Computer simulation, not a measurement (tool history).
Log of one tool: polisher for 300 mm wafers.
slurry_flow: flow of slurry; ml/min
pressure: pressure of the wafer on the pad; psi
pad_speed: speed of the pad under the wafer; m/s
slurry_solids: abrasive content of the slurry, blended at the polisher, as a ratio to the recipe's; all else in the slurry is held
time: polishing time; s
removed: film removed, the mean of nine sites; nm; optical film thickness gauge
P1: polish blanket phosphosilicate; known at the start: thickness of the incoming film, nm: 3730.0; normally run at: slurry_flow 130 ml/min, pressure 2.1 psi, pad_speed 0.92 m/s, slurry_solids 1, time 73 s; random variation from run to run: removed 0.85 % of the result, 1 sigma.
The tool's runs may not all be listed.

run,hour,slurry_flow,pressure,pad_speed,slurry_solids,time,removed
1,8.1,130,2.1,0.92,1,73,432.82
2,20.6,130,2.1,0.92,1,73,428.15
3,32.9,130,2.1,0.92,1,33,195.39
4,47.5,195,2.1,0.92,1,73,464.11
5,59.2,130,2.1,0.92,0.55,73,316.93
6,74.7,130,2.1,0.92,1,73,432.23
7,83.6,80,2.1,0.92,1,73,382.89
8,96.7,130,2.1,0.92,1.45,73,503.08
9,106.3,130,2.1,1.16,0.75,73,453.4
10,116,130,2.1,1.36,1,73,595.01
11,124.9,130,2.1,0.92,1,115,679.94
12,138,130,1.4,1.28,1,73,380.1
13,145.7,130,1.4,0.92,1,73,286.12
14,154.8,130,2.1,0.42,1,73,232.45
15,169.1,130,2.1,0.92,1,73,430.88
16,177.1,130,2.1,0.92,1,73,433.73
17,188.1,130,2.7,0.92,1,73,560.73
18,200.4,130,2.1,0.92,1,73,432.64
19,212.2,130,2.1,0.92,1,73,429.89
20,220.3,130,2.1,0.92,1,73,423.69
21,231.6,130,2.1,0.92,1,73,405.74
22,241.7,130,2.1,0.92,1,73,395.66
23,256.5,130,2.1,0.92,1,73,386.3
24,267.9,130,2.1,0.92,1,73,385.87
25,281,130,2.1,0.92,1,73,381.56
# hour 284.8: slurry nozzle cleaned
# hour 286.9: head pressure recalibrated
# hour 288.7: conditioning disc replaced and pad reconditioned
26,295.5,130,2.1,0.92,1,73,381.99
27,307.5,130,2.1,0.92,1,73,377.44
28,317.8,130,2.1,0.92,1,73,381.54

What P1 gives has crept away from where it was. These 2 causes fit the log equally well, each at the size given:
A: removal rate lost through wear of the pad, % = 12.3
B: abrasive missing from the slurry, % = 23.5
The creep began at about hour 212.2.
Why every other cause is out:
slurry flow missing at the pad, %: serviced at hour 284.8, which brought nothing back
head's pressure below its setpoint, %: serviced at hour 286.9, which brought nothing back
time polished since the conditioner stopped cutting, s: serviced at hour 288.7, which brought nothing back

4 check runs are offered, each on 5 wafers whose results are averaged, their results left as question marks. Which one tells the causes apart?
check 1,328.1,130,2.1,0.54,0.6,73,?
check 2,328.1,80,2.1,0.92,1,33,?
check 3,328.1,190,2.1,0.92,1,109,?
check 4,328.1,85,2.1,0.92,1,115,?

What each check would give under each cause:
check,result,if A,if B
check 1,removed,190.28,184.09
check 2,removed,152.39,152.47
check 3,removed,603.67,604
check 4,removed,540.57,540.87
How far apart the two closest causes lie, in the result that separates them most: check 1 3.31 %; check 2 0.05 %; check 3 0.05 %; check 4 0.05 %
Check 1 tells the causes apart: in the others they would give nearly the same result.

Check 1 was then run and gave: removed 183.44 nm. Which cause is it?

It is B: abrasive missing from the slurry, %.

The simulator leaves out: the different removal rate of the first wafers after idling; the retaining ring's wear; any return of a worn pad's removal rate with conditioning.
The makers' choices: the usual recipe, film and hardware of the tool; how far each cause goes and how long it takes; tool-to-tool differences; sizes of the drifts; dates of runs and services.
